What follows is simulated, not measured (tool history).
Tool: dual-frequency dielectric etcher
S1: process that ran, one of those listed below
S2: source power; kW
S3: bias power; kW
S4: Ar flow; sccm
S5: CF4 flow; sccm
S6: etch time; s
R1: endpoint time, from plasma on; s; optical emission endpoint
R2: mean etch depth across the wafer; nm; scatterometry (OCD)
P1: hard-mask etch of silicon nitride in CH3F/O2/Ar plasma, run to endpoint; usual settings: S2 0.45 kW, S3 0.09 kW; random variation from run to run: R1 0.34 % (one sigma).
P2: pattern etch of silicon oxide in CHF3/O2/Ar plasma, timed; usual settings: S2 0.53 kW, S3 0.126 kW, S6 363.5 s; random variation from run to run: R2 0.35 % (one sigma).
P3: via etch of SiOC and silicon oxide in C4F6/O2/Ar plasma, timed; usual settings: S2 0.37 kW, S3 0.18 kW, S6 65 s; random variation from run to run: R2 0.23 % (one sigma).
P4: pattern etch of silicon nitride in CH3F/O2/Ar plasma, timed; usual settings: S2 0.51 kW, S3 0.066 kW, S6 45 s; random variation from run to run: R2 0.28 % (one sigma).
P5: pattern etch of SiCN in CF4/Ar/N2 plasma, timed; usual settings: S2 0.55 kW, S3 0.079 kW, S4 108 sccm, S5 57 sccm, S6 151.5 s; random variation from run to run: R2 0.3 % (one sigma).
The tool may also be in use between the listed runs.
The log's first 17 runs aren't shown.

{"run": 18, "hour": 134.4, "S1": "P4", "S2": 0.35, "S3": 0.066, "S6": 45, "R2": 29.853}
{"run": 19, "hour": 143.9, "S1": "P1", "S2": 0.45, "S3": 0.074, "R1": 57.643}
{"run": 20, "hour": 154.3, "S1": "P3", "S2": 0.37, "S3": 0.112, "S6": 65, "R2": 61.686}
{"run": 21, "hour": 160.2, "S1": "P4", "S2": 0.51, "S3": 0.066, "S6": 29, "R2": 22.195}
{"run": 22, "hour": 165.5, "S1": "P2", "S2": 0.38, "S3": 0.126, "S6": 363.5, "R2": 524.02}
{"run": 23, "hour": 172.7, "S1": "P4", "S2": 0.51, "S3": 0.066, "S6": 45, "R2": 34.49}
{"run": 24, "hour": 180.5, "S1": "P5", "S2": 0.55, "S3": 0.079, "S4": 70, "S5": 57, "S6": 151.5, "R2": 164.55}
{"run": 25, "hour": 186.9, "S1": "P4", "S2": 0.51, "S3": 0.066, "S6": 45, "R2": 34.757}
{"run": 26, "hour": 195.8, "S1": "P1", "S2": 0.45, "S3": 0.09, "R1": 53.449}
{"run": 27, "hour": 202.2, "S1": "P1", "S2": 0.45, "S3": 0.09, "R1": 54.027}
{"run": 28, "hour": 207.2, "S1": "P2", "S2": 0.53, "S3": 0.085, "S6": 363.5, "R2": 532.6}
{"run": 29, "hour": 214.2, "S1": "P5", "S2": 0.55, "S3": 0.079, "S4": 108, "S5": 57, "S6": 205.5, "R2": 210}

Run 30 comes next. What will it give?
{"run": 30, "hour": 223.9, "S1": "P2", "S2": 0.53, "S3": 0.126, "S6": 363.5, "R2": "?"}

R2: 603.26 nm
